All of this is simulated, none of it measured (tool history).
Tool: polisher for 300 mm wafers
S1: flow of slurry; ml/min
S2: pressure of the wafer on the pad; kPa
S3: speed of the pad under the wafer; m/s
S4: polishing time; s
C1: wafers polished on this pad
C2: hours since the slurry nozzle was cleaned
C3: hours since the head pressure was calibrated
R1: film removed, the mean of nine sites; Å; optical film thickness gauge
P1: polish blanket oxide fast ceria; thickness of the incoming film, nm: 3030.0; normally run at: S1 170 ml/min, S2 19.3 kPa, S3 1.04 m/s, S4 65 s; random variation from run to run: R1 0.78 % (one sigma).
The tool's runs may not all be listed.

run,hour,S1,S2,S3,S4,C1,C2,C3,R1
1,16.2,170,19.3,1.04,65,513,160.8,318.1,11653
2,31,170,19.3,0.48,65,658,175.6,332.9,5342.8
3,40.3,170,19.3,1.04,30,749,184.9,342.2,5375.6
4,49,170,19.3,1.04,65,835,193.6,350.9,11697
5,65.8,170,19.3,1.32,86,1000,210.4,367.7,19452
6,76.4,170,19.3,1.04,65,1104,221,378.3,11616
7,92.2,170,19.3,1.56,65,1259,236.8,394.1,17467
8,100.5,260,19.3,1.04,65,1340,245.1,402.4,12388
9,113.4,100,19.3,1.04,65,1467,258,415.3,10499
10,124.5,170,19.3,1.04,91,1576,269.1,426.4,16407
11,141.7,170,11.7,1.04,65,1745,286.3,443.6,7120.7
12,153.5,170,19.3,1.04,65,1860,298.1,455.4,11688
13,165.2,170,27.6,1.04,65,1975,309.8,467.1,16508

The next listed run, before its measurement:
14,183.4,170,19.3,1.04,65,2154,328,485.3,?

Run 14 gave R1 11612 Å.

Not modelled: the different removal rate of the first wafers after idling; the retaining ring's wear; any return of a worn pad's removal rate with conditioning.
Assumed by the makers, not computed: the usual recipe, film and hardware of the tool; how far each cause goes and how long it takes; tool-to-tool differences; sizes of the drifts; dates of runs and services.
